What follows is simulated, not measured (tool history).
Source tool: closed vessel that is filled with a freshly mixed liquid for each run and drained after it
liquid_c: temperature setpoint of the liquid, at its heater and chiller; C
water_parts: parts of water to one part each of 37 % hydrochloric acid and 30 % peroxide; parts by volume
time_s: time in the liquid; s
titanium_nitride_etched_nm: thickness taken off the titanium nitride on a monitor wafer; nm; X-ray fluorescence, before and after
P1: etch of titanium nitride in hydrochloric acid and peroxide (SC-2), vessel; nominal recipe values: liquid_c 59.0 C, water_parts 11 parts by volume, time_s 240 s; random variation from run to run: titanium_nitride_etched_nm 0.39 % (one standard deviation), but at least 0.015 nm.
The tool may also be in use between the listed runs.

run,hour,liquid_c,water_parts,time_s,hours since the thermometer was replaced,hours since the chemicals flow meter was replaced,hours since the drum of peroxide was connected,titanium_nitride_etched_nm
1,7.6,59.0,11,240,922.5,1150.7,387.2,11.04300
2,13.2,59.0,11,240,928.1,1156.3,392.8,11.07900
3,20.1,48.0,11,35,935.0,1163.2,399.7,0.80179
4,26.4,59.0,11,395,941.3,1169.5,406.0,18.08900
5,32.4,42.5,11,240,947.3,1175.5,412.0,3.69480
6,38.1,46.0,11,380,953.0,1181.2,417.7,7.47770
7,44.1,59.0,11,240,959.0,1187.2,423.7,11.02900
8,49.9,59.0,18,240,964.8,1193.0,429.5,7.16550
9,56.2,59.0,4,240,971.1,1199.3,435.8,23.89100
10,60.0,44.5,11,100,974.9,1203.1,439.6,1.76230
11,65.1,59.0,11,240,980.0,1208.2,444.7,11.02200
12,72.7,59.0,11,50,987.6,1215.8,452.3,2.30370
13,78.2,59.0,11,240,993.1,1221.3,457.8,11.14000
14,86.0,59.0,11,240,1000.9,1229.1,465.6,11.09700
15,91.0,72.0,11,240,1005.9,1234.1,470.6,24.22700
16,98.6,59.0,11,240,1013.5,1241.7,478.2,11.02600
17,105.7,59.0,11,240,1020.6,1248.8,485.3,10.72200
18,111.1,59.0,11,240,1026.0,1254.2,490.7,10.45500
19,115.0,59.0,11,240,1029.9,1258.1,494.6,10.45500
20,122.6,59.0,11,240,1037.5,1265.7,502.2,10.24500
21,130.2,59.0,11,240,1045.1,1273.3,509.8,10.18100
# hour 133.2: new drum of peroxide connected
22,134.0,59.0,11,240,1048.9,1277.1,0.8,10.14400
23,141.8,59.0,11,240,1056.7,1284.9,8.6,10.14300
24,149.1,59.0,11,240,1064.0,1292.2,15.9,10.21400
25,154.8,59.0,11,240,1069.7,1297.9,21.6,10.12400
26,160.3,59.0,11,240,1075.2,1303.4,27.1,10.04800

P1 has crept away from where it was. The log is fitted equally well by each of these 2 causes, at the sizes shown:
A: liquid colder than its thermometer reads (K) = 1.41
B: chemicals flow below the setpoint (%) = 9.94
Creep in the process output first set in at about hour 98.6.
Ruled out, with reasons:
peroxide weaker than its label (%): work on it at hour 133.2, done after the drift set in, did not restore what the process gave before

Consider the 4 check runs below, whose results appear as question marks and each of which averages 2 wafers. Which one distinguishes the causes, in that each cause would give it a clearly different result?
check 1,165.8,59.0,14.5,240,,,,?
check 2,165.8,44.5,4.5,240,,,,?
check 3,165.8,49.0,17.5,240,,,,?
check 4,165.8,65.5,11.0,240,,,,?

What every check run would give for each of its results, assuming each possible cause in turn:
check,result,if A,if B
check 1,titanium_nitride_etched_nm,7.94200,7.91670
check 2,titanium_nitride_etched_nm,7.67880,7.86570
check 3,titanium_nitride_etched_nm,3.48600,3.48810
check 4,titanium_nitride_etched_nm,15.12500,15.07500
Smallest distance between any two causes, each pair judged by its most separating result, in per cent: check 1 0.32 %; check 2 2.41 %; check 3 0.06 %; check 4 0.33 %
Check 2 is the one run that separates the causes; every other check would come out nearly the same whichever cause is at work.

Check 2 was carried out, with these results: titanium_nitride_etched_nm 7.89550 nm. Which of the listed causes is responsible?

The cause is B: chemicals flow below the setpoint (%).
